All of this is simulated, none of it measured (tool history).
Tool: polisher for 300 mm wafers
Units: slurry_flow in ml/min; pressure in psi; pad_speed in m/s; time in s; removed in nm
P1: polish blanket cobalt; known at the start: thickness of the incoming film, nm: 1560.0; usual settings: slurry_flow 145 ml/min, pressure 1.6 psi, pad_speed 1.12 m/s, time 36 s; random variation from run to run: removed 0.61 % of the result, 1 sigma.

run,day,slurry_flow,pressure,pad_speed,time,wafers polished on this pad,hours since the slurry nozzle was cleaned,hours since the head pressure was calibrated,removed
1,0.254,145,1.6,1.12,36,706,87.4,616.1,167.450
2,0.508,145,1.6,0.68,18,785,93.5,622.2,51.188
3,1.042,145,1.6,1.12,57,951,106.3,635.0,267.830
4,1.483,210,1.6,1.12,36,1089,116.9,645.6,177.580
5,2.004,145,0.7,1.12,36,1251,129.4,658.1,73.164
6,2.279,110,1.6,0.74,36,1336,136.0,664.7,104.710
7,2.671,145,1.6,1.46,36,1458,145.4,674.1,217.290
# day 3.125: head pressure recalibrated
8,3.129,145,1.6,0.50,36,1601,156.4,0.1,74.659
9,3.625,145,1.6,1.12,36,1755,168.3,12.0,167.760
10,4.188,95,1.6,1.56,36,1930,181.8,25.5,216.450
11,4.462,145,1.6,1.12,36,2016,188.4,32.1,168.990
12,5.021,145,1.6,1.12,18,2190,201.8,45.5,84.699
13,5.292,145,1.6,1.12,36,2274,208.3,52.0,167.590
14,5.683,85,1.6,1.12,36,2396,217.7,61.4,147.930
15,5.979,145,2.5,1.12,36,2488,224.8,68.5,261.960
16,6.454,145,1.6,1.12,36,2636,236.2,79.9,167.870
17,7.017,145,1.6,1.12,36,2811,249.7,93.4,168.570
18,7.296,145,1.6,1.12,36,2897,256.4,100.1,166.360

The next listed run, before its measurement:
19,7.550,145,1.6,1.12,36,2977,262.5,106.2,?

Run 19 gave removed 161.690 nm.
